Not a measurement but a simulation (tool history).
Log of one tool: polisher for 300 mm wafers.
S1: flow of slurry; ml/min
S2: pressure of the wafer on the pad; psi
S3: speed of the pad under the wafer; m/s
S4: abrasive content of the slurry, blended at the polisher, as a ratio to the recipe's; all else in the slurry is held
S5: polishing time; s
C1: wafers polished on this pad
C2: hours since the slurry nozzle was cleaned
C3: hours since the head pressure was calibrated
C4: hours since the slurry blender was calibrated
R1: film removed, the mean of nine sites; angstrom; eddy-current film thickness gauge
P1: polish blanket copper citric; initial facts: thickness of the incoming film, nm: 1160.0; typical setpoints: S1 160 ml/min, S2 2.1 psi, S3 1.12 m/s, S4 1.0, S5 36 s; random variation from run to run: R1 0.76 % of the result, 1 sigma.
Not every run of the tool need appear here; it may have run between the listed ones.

run    day   S1   S2    S3   S4  S5    C1     C2     C3     C4      R1
  1  0.688  160  2.1  1.12  1.0  36  1070  155.9  798.7  151.3  565.84
  2  1.429  160  2.1  1.12  1.0  23  1278  173.7  816.5  169.1  362.06
  3  1.917  205  1.1  1.12  1.0  36  1415  185.4  828.2  180.8  316.77
  4  2.621  160  2.1  0.50  1.0  36  1613  202.3  845.1  197.7  265.59
  5  3.008  160  3.2  1.12  1.0  36  1721  211.6  854.4  207.0  849.73
  6  3.454  160  2.1  1.12  1.0  36  1846  222.3  865.1  217.7  564.88
  7  4.058  160  2.1  1.12  1.0  36  2016  236.8  879.6  232.2  567.84
  8  4.771  160  2.1  1.12  1.4  36  2216  253.9  896.7  249.3  610.80
  9  5.275   95  2.1  1.12  1.0  36  2357  266.0  908.8  261.4  502.65
 10  5.779  160  2.1  1.72  1.0  36  2499  278.1  920.9  273.5  862.42
 11  6.283  230  2.1  1.12  1.0  36  2640  290.2  933.0  285.6  601.71
     6.896  -- slurry blender recalibrated
     7.029  -- worn pad replaced by a new one
 12  7.029  160  2.1  1.12  1.0  36     0  308.1  950.9    3.2  557.98
 13  7.733  160  2.1  1.12  0.5  36   197  325.0  967.8   20.1  492.96
     7.971  -- head pressure recalibrated
 14  8.304  160  2.1  1.12  1.0  36   357  338.7    8.1   33.8  568.65

What will run 15 give?
 15  8.883  160  1.2  1.12  1.0  36  520  352.6  22.0  47.7   ?

{"run 15": {"R1": 331.6}}
